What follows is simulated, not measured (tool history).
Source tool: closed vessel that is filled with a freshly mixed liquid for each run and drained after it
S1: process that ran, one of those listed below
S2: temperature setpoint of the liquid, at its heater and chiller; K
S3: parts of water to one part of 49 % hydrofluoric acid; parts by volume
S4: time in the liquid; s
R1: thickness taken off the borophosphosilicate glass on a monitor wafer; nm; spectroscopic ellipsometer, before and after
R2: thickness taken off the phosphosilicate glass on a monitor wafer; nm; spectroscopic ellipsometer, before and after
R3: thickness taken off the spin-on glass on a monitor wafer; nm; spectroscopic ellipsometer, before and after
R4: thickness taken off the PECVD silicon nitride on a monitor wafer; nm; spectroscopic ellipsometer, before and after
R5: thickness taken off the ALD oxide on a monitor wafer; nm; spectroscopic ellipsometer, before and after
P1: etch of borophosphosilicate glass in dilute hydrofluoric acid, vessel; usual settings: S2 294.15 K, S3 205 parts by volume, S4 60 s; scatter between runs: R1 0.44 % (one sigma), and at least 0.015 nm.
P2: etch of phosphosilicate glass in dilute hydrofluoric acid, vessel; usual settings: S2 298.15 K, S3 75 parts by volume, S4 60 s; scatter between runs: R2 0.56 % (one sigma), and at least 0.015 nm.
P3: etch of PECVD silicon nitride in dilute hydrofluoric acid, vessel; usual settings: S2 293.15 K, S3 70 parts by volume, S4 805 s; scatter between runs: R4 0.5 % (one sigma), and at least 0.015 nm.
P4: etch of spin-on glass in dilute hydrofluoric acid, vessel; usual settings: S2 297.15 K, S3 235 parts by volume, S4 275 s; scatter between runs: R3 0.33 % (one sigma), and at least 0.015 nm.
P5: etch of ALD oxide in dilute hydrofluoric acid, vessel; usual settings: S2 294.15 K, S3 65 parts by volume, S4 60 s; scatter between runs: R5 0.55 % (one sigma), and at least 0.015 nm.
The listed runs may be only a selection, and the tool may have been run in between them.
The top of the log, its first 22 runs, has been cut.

| run | hour | S1 | S2 | S3 | S4 | R1 | R2 | R3 | R4 | R5 |
|---|---|---|---|---|---|---|---|---|---|---|
| 23 | 174.3 | P3 | 293.15 | 130 | 805 |  |  |  | 23.234 |  |
| 24 | 184.7 | P5 | 294.15 | 65 | 60 |  |  |  |  | 19.420 |
| 25 | 189.4 | P5 | 302.15 | 65 | 60 |  |  |  |  | 26.794 |
| 26 | 198.3 | P1 | 297.65 | 270 | 60 | 15.386 |  |  |  |  |
| 27 | 204.1 | P5 | 294.15 | 65 | 60 |  |  |  |  | 19.432 |
| 28 | 209.0 | P1 | 290.15 | 205 | 60 | 16.347 |  |  |  |  |
| 29 | 217.9 | P2 | 304.15 | 75 | 60 |  | 64.095 |  |  |  |
| 30 | 225.1 | P3 | 293.15 | 70 | 1515 |  |  |  | 80.445 |  |
| 31 | 230.0 | P4 | 301.65 | 235 | 275 |  |  | 34.4970 |  |  |
| 32 | 237.5 | P1 | 294.15 | 205 | 60 | 19.114 |  |  |  |  |
| 33 | 247.0 | P1 | 294.15 | 205 | 60 | 18.657 |  |  |  |  |
| 34 | 257.0 | P1 | 294.15 | 205 | 60 | 18.238 |  |  |  |  |
| 35 | 266.0 | P1 | 294.15 | 205 | 60 | 18.157 |  |  |  |  |
| 36 | 272.8 | P1 | 294.15 | 205 | 60 | 18.088 |  |  |  |  |
| 37 | 277.5 | P1 | 294.15 | 205 | 60 | 18.050 |  |  |  |  |

What will run 38 give?
| 38 | 282.3 | P1 | 294.15 | 205 | 60 | ? |  |  |  |  |

R1: 18.105 nm

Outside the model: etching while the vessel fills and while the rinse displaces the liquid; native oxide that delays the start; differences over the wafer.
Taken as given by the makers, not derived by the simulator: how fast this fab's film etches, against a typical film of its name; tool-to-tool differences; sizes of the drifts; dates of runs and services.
